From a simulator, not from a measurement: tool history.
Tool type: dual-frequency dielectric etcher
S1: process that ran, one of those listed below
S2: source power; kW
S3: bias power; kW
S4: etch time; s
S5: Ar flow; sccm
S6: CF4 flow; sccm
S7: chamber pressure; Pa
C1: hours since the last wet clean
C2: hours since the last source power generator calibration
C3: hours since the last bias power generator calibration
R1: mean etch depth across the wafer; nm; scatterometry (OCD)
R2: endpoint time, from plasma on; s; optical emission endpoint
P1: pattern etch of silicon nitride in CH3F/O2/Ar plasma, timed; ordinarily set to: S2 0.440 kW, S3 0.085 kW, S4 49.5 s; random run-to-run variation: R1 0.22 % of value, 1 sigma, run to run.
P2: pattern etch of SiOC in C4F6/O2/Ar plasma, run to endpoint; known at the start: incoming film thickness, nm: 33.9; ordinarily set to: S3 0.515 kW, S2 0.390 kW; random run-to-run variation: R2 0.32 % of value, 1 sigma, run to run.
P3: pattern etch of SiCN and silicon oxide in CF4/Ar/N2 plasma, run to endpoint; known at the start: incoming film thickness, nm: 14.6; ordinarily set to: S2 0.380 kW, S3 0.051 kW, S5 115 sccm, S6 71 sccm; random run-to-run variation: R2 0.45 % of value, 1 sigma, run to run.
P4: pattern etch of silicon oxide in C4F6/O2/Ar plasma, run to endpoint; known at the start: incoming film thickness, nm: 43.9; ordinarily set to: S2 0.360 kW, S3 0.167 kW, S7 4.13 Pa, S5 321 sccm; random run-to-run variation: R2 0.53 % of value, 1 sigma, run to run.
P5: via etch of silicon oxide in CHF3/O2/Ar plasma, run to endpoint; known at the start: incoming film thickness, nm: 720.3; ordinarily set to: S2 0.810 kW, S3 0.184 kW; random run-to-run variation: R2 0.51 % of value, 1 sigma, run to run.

Run 1, day 0.329: S1 P1, S2 0.440 kW, S3 0.085 kW, S4 49.5 s; C1 186.3; C2 1243.1; C3 2839.1. Result: R1 37.953 nm.
Run 2, day 0.683: S1 P3, S2 0.380 kW, S3 0.051 kW, S5 115 sccm, S6 55 sccm; C1 194.8; C2 1251.6; C3 2847.6. Result: R2 22.828 s.
Run 3, day 0.975: S1 P4, S2 0.360 kW, S3 0.206 kW, S5 321 sccm, S7 4.13 Pa; C1 201.8; C2 1258.6; C3 2854.6. Result: R2 13.607 s.
Run 4, day 1.308: S1 P1, S2 0.590 kW, S3 0.085 kW, S4 49.5 s; C1 209.8; C2 1266.6; C3 2862.6. Result: R1 42.231 nm.
Run 5, day 1.733: S1 P1, S2 0.440 kW, S3 0.114 kW, S4 31.0 s; C1 220.0; C2 1276.8; C3 2872.8. Result: R1 26.325 nm.
Run 6, day 2.196: S1 P5, S2 0.810 kW, S3 0.184 kW; C1 231.1; C2 1287.9; C3 2883.9. Result: R2 323.750 s.
Run 7, day 2.608: S1 P3, S2 0.380 kW, S3 0.051 kW, S5 115 sccm, S6 71 sccm; C1 241.0; C2 1297.8; C3 2893.8. Result: R2 21.834 s.
Run 8, day 3.038: S1 P4, S2 0.270 kW, S3 0.167 kW, S5 321 sccm, S7 4.13 Pa; C1 251.3; C2 1308.1; C3 2904.1. Result: R2 16.361 s.
Run 9, day 3.517: S1 P1, S2 0.340 kW, S3 0.085 kW, S4 49.5 s; C1 262.8; C2 1319.6; C3 2915.6. Result: R1 34.253 nm.
Run 10, day 3.829: S1 P1, S2 0.560 kW, S3 0.069 kW, S4 49.5 s; C1 270.3; C2 1327.1; C3 2923.1. Result: R1 38.782 nm.
Run 11, day 4.096: S1 P1, S2 0.440 kW, S3 0.115 kW, S4 49.5 s; C1 276.7; C2 1333.5; C3 2929.5. Result: R1 42.282 nm.
Run 12, day 4.433: S1 P1, S2 0.440 kW, S3 0.085 kW, S4 30.0 s; C1 284.8; C2 1341.6; C3 2937.6. Result: R1 22.924 nm.
Run 13, day 4.846: S1 P1, S2 0.440 kW, S3 0.085 kW, S4 49.5 s; C1 294.7; C2 1351.5; C3 2947.5. Result: R1 37.772 nm.
Run 14, day 5.104: S1 P2, S2 0.390 kW, S3 0.515 kW; C1 300.9; C2 1357.7; C3 2953.7. Result: R2 11.729 s.
Run 15, day 5.588: S1 P5, S2 1.080 kW, S3 0.184 kW; C1 312.5; C2 1369.3; C3 2965.3. Result: R2 294.760 s.
Run 16, day 6.079: S1 P1, S2 0.440 kW, S3 0.085 kW, S4 49.5 s; C1 324.3; C2 1381.1; C3 2977.1. Result: R1 37.701 nm.
Run 17, day 6.408: S1 P2, S2 0.470 kW, S3 0.515 kW; C1 332.2; C2 1389.0; C3 2985.0. Result: R2 10.881 s.
Run 18, day 6.908: S1 P4, S2 0.360 kW, S3 0.167 kW, S5 383 sccm, S7 4.13 Pa; C1 344.2; C2 1401.0; C3 2997.0. Result: R2 15.044 s.
Run 19, day 7.246: S1 P4, S2 0.360 kW, S3 0.167 kW, S5 321 sccm, S7 4.13 Pa; C1 352.3; C2 1409.1; C3 3005.1. Result: R2 14.644 s.
Run 20, day 7.608: S1 P1, S2 0.440 kW, S3 0.085 kW, S4 49.5 s; C1 361.0; C2 1417.8; C3 3013.8. Result: R1 37.759 nm.
Run 21, day 7.954: S1 P1, S2 0.440 kW, S3 0.085 kW, S4 49.5 s; C1 369.3; C2 1426.1; C3 3022.1. Result: R1 37.711 nm.
Run 22, day 8.171: S1 P3, S2 0.380 kW, S3 0.061 kW, S5 115 sccm, S6 71 sccm; C1 374.5; C2 1431.3; C3 3027.3. Result: R2 20.597 s.
Run 23, day 8.504: S1 P1, S2 0.580 kW, S3 0.085 kW, S4 35.5 s; C1 382.5; C2 1439.3; C3 3035.3. Result: R1 30.193 nm.
Run 24, day 8.854: S1 P4, S2 0.360 kW, S3 0.167 kW, S5 321 sccm, S7 5.67 Pa; C1 390.9; C2 1447.7; C3 3043.7. Result: R2 15.175 s.
Run 25, day 9.254: S1 P5, S2 0.810 kW, S3 0.133 kW; C1 400.5; C2 1457.3; C3 3053.3. Result: R2 361.190 s.
Run 26, day 9.571: S1 P1, S2 0.440 kW, S3 0.059 kW, S4 49.5 s; C1 408.1; C2 1464.9; C3 3060.9. Result: R1 33.450 nm.
Run 27, day 10.000: S1 P2, S2 0.390 kW, S3 0.321 kW; C1 418.4; C2 1475.2; C3 3071.2. Result: R2 13.955 s.
Run 28, day 10.312: S1 P3, S2 0.480 kW, S3 0.051 kW, S5 115 sccm, S6 71 sccm; C1 425.9; C2 1482.7; C3 3078.7. Result: R2 17.725 s.
Run 29, day 10.783: S1 P1, S2 0.440 kW, S3 0.085 kW, S4 49.5 s; C1 437.2; C2 1494.0; C3 3090.0. Result: R1 37.724 nm.
Run 30, day 11.212: S1 P1, S2 0.440 kW, S3 0.085 kW, S4 64.0 s; C1 447.5; C2 1504.3; C3 3100.3. Result: R1 48.918 nm.
Run 31, day 11.712: S1 P1, S2 0.440 kW, S3 0.085 kW, S4 49.5 s; C1 459.5; C2 1516.3; C3 3112.3. Result: R1 37.726 nm.
Run 32, day 12.067: S1 P3, S2 0.380 kW, S3 0.051 kW, S5 115 sccm, S6 71 sccm; C1 468.0; C2 1524.8; C3 3120.8. Result: R2 21.695 s.
Run 33, day 12.329: S1 P2, S2 0.390 kW, S3 0.515 kW; C1 474.3; C2 1531.1; C3 3127.1. Result: R2 11.728 s.
Run 34, day 12.633: S1 P3, S2 0.380 kW, S3 0.051 kW, S5 69 sccm, S6 71 sccm; C1 481.6; C2 1538.4; C3 3134.4. Result: R2 20.074 s.
Run 35, day 12.875: S1 P4, S2 0.360 kW, S3 0.167 kW, S5 321 sccm, S7 4.13 Pa; C1 487.4; C2 1544.2; C3 3140.2. Result: R2 14.630 s.
Run 36, day 13.283: S1 P1, S2 0.440 kW, S3 0.085 kW, S4 49.5 s; C1 497.2; C2 1554.0; C3 3150.0. Result: R1 37.800 nm.

Run 37 comes next. What will it give?
Run 37, day 13.742: S1 P1, S2 0.440 kW, S3 0.085 kW, S4 49.5 s; C1 508.2; C2 1565.0; C3 3161.0. Result: R1 ?.

R1: 37.459 nm
